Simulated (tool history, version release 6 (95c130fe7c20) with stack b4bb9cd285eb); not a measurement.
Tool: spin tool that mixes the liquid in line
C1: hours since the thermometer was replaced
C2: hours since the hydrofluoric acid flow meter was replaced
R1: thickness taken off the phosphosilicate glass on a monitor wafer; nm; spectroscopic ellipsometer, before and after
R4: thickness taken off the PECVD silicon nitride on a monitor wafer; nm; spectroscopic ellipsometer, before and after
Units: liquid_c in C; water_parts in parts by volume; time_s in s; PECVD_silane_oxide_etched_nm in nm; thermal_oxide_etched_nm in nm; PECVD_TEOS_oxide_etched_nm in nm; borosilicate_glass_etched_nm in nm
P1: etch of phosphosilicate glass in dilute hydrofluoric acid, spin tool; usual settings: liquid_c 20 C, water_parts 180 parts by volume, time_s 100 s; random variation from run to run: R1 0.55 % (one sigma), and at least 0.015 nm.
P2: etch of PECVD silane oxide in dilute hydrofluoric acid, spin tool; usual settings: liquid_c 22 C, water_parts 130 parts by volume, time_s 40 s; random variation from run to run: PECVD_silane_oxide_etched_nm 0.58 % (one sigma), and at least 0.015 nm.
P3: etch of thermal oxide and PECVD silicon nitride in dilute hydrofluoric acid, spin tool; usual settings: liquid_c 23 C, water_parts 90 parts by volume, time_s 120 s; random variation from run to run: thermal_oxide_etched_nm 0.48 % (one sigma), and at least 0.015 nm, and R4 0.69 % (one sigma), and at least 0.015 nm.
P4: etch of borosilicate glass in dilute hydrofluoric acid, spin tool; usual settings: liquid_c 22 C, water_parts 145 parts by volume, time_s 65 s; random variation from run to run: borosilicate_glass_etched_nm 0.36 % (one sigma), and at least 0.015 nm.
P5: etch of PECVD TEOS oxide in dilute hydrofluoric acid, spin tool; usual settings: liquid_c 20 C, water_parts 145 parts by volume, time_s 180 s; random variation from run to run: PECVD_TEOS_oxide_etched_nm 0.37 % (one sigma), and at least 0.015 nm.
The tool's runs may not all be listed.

run 1 day=0.354 | process=P1 liquid_c=20 water_parts=180 time_s=100 | C1=433.7 C2=851.6 | R1=33.621
run 2 day=0.654 | process=P1 liquid_c=28 water_parts=180 time_s=100 | C1=440.9 C2=858.8 | R1=45.167
run 3 day=1.167 | process=P2 liquid_c=22 water_parts=130 time_s=40 | C1=453.2 C2=871.1 | PECVD_silane_oxide_etched_nm=7.5547
run 4 day=1.75 | process=P2 liquid_c=17 water_parts=130 time_s=40 | C1=467.2 C2=885.1 | PECVD_silane_oxide_etched_nm=6.1233
run 5 day=2.175 | process=P1 liquid_c=17 water_parts=260 time_s=100 | C1=477.4 C2=895.3 | R1=19.321
run 6 day=2.658 | process=P3 liquid_c=23 water_parts=145 time_s=120 | C1=489 C2=906.9 | thermal_oxide_etched_nm=3.705 R4=2.3892
run 7 day=2.983 | process=P5 liquid_c=20 water_parts=145 time_s=25 | C1=496.8 C2=914.7 | PECVD_TEOS_oxide_etched_nm=2.6054
run 8 day=3.296 | process=P1 liquid_c=20 water_parts=180 time_s=15 | C1=504.3 C2=922.2 | R1=5.1068
run 9 day=3.754 | process=P5 liquid_c=20 water_parts=145 time_s=180 | C1=515.3 C2=933.2 | PECVD_TEOS_oxide_etched_nm=18.536
run 10 day=4.412 | process=P5 liquid_c=20 water_parts=245 time_s=180 | C1=531.1 C2=949 | PECVD_TEOS_oxide_etched_nm=9.9169
run 11 day=4.767 | process=P5 liquid_c=20 water_parts=145 time_s=180 | C1=539.6 C2=957.5 | PECVD_TEOS_oxide_etched_nm=18.455
run 12 day=5.367 | process=P2 liquid_c=22 water_parts=130 time_s=40 | C1=554 C2=971.9 | PECVD_silane_oxide_etched_nm=7.4856
-- day=5.588 thermometer replaced
run 13 day=5.817 | process=P1 liquid_c=20 water_parts=30 time_s=100 | C1=5.5 C2=982.7 | R1=238.43
run 14 day=6.429 | process=P4 liquid_c=22 water_parts=145 time_s=35 | C1=20.2 C2=997.4 | borosilicate_glass_etched_nm=11.687
run 15 day=6.967 | process=P5 liquid_c=17 water_parts=145 time_s=180 | C1=33.1 C2=1010.3 | PECVD_TEOS_oxide_etched_nm=16.375
run 16 day=7.583 | process=P4 liquid_c=22 water_parts=145 time_s=65 | C1=47.9 C2=1025.1 | borosilicate_glass_etched_nm=21.89
run 17 day=8.033 | process=P3 liquid_c=23 water_parts=90 time_s=35 | C1=58.7 C2=1035.9 | thermal_oxide_etched_nm=1.8453 R4=1.1066
run 18 day=8.525 | process=P2 liquid_c=22 water_parts=130 time_s=80 | C1=70.5 C2=1047.7 | PECVD_silane_oxide_etched_nm=14.987
run 19 day=9.188 | process=P1 liquid_c=17 water_parts=180 time_s=100 | C1=86.4 C2=1063.6 | R1=29.717
run 20 day=9.612 | process=P4 liquid_c=22 water_parts=145 time_s=65 | C1=96.6 C2=1073.8 | borosilicate_glass_etched_nm=21.862
run 21 day=10.162 | process=P1 liquid_c=20 water_parts=180 time_s=100 | C1=109.8 C2=1087 | R1=33.585
run 22 day=10.462 | process=P3 liquid_c=23 water_parts=90 time_s=120 | C1=117 C2=1094.2 | thermal_oxide_etched_nm=6.3465 R4=3.8598
run 23 day=10.958 | process=P4 liquid_c=22 water_parts=60 time_s=65 | C1=128.9 C2=1106.1 | borosilicate_glass_etched_nm=58.308
run 24 day=11.35 | process=P4 liquid_c=17 water_parts=145 time_s=65 | C1=138.3 C2=1115.5 | borosilicate_glass_etched_nm=17.803
run 25 day=11.742 | process=P1 liquid_c=20 water_parts=180 time_s=100 | C1=147.7 C2=1124.9 | R1=33.444
run 26 day=12.188 | process=P1 liquid_c=20 water_parts=305 time_s=100 | C1=158.4 C2=1135.6 | R1=17.539
run 27 day=12.829 | process=P3 liquid_c=23 water_parts=90 time_s=120 | C1=173.8 C2=1151 | thermal_oxide_etched_nm=6.2758 R4=3.8401
run 28 day=13.254 | process=P1 liquid_c=20 water_parts=180 time_s=100 | C1=184 C2=1161.2 | R1=33.604

Forecast run 29:
run 29 day=13.917 | process=P1 liquid_c=20 water_parts=180 time_s=165 | C1=199.9 C2=1177.1 | R1=?

Run 29 gave R1 55.164 nm.

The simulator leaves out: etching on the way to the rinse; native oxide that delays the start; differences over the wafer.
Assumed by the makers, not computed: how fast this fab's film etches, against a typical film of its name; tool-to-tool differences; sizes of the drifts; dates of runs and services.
